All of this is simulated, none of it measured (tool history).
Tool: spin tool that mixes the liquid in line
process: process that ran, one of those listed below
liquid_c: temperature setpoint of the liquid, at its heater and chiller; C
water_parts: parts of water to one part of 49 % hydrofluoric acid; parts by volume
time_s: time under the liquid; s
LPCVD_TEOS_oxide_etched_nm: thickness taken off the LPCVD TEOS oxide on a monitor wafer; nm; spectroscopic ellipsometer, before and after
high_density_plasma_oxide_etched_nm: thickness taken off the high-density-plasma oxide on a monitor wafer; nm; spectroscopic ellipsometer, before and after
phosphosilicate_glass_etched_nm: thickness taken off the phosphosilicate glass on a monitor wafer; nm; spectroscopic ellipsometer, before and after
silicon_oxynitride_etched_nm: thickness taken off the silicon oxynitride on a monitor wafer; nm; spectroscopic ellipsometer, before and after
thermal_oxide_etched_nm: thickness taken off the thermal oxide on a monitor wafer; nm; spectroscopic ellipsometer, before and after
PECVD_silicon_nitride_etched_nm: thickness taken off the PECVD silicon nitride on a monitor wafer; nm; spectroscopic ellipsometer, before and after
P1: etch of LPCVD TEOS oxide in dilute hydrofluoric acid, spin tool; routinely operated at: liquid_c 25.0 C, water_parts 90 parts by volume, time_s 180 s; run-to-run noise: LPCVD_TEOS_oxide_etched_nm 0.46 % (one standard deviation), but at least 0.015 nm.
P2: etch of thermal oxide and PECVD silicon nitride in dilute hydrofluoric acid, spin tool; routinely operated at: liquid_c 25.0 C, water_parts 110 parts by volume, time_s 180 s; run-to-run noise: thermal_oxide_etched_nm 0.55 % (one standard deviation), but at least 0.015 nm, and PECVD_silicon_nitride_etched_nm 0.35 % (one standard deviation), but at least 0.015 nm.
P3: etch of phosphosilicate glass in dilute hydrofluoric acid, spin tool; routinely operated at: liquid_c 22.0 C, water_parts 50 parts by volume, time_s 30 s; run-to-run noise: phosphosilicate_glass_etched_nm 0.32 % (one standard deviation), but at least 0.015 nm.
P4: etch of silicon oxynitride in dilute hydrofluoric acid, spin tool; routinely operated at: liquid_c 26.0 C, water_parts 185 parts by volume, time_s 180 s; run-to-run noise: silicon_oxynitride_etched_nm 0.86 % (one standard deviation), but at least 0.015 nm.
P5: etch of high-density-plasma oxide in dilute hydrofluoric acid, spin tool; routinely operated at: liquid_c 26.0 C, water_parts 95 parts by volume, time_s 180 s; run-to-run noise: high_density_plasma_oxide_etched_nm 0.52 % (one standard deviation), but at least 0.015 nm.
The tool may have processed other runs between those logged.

run   hour  process  liquid_c  water_parts  time_s  LPCVD_TEOS_oxide_etched_nm  high_density_plasma_oxide_etched_nm  phosphosilicate_glass_etched_nm  silicon_oxynitride_etched_nm  thermal_oxide_etched_nm  PECVD_silicon_nitride_etched_nm
  1    5.6       P1      25.0           90     180                     35.7120
  2   11.5       P1      25.0           90     180                     35.7560
  3   16.9       P5      26.0           95     180                                                           10.452
  4   23.2       P5      26.0           40     180                                                           26.448
  5   29.1       P1      25.0           90     180                     35.8440
  6   35.0       P1      25.0           90     180                     35.5290
  7   41.8       P5      32.5           95     180                                                           13.065
  8   45.9       P3      22.0           50      30                                                                                            49.381
  9   50.9       P1      25.0           90      35                      6.9561
 10   57.2       P1      19.0           90     355                     55.7600
 11   60.7       P4      26.0          185     180                                                                                                                          2.8918
 12   64.4       P4      32.5          185     180                                                                                                                          3.8129
 13   69.8       P3      22.0           30      30                                                                                            84.109
      72.7  -- thermometer replaced
      73.8  -- hydrofluoric acid flow meter replaced
 14   76.0       P2      25.0          110      75                                                                                                                                                   3.1049                           3.8032
 15   83.1       P1      25.0           90     180                     35.8840
 16   87.3       P1      20.0           50     180                     55.2380
 17   94.1       P1      25.0          130     180                     23.6330
 18  100.1       P4      26.0          295     180                                                                                                                          1.6702
 19  104.0       P5      26.0           95     360                                                           20.677
 20  108.8       P2      25.0          110     180                                                                                                                                                   7.4777                           9.1000
 21  115.1       P4      26.0          185     290                                                                                                                          4.5437
 22  120.0       P2      33.0          110     180                                                                                                                                                  10.2370                          15.0210
 23  125.2       P1      33.0           90     180                     48.7060
 24  128.8       P3      26.0           50      30                                                                                            58.265
 25  133.2       P1      25.0           50     180                     67.9380

Run 26 has not been measured yet. What should we expect?
 26  136.5       P1      18.0           90     180                           ?

LPCVD_TEOS_oxide_etched_nm: 26.7430 nm
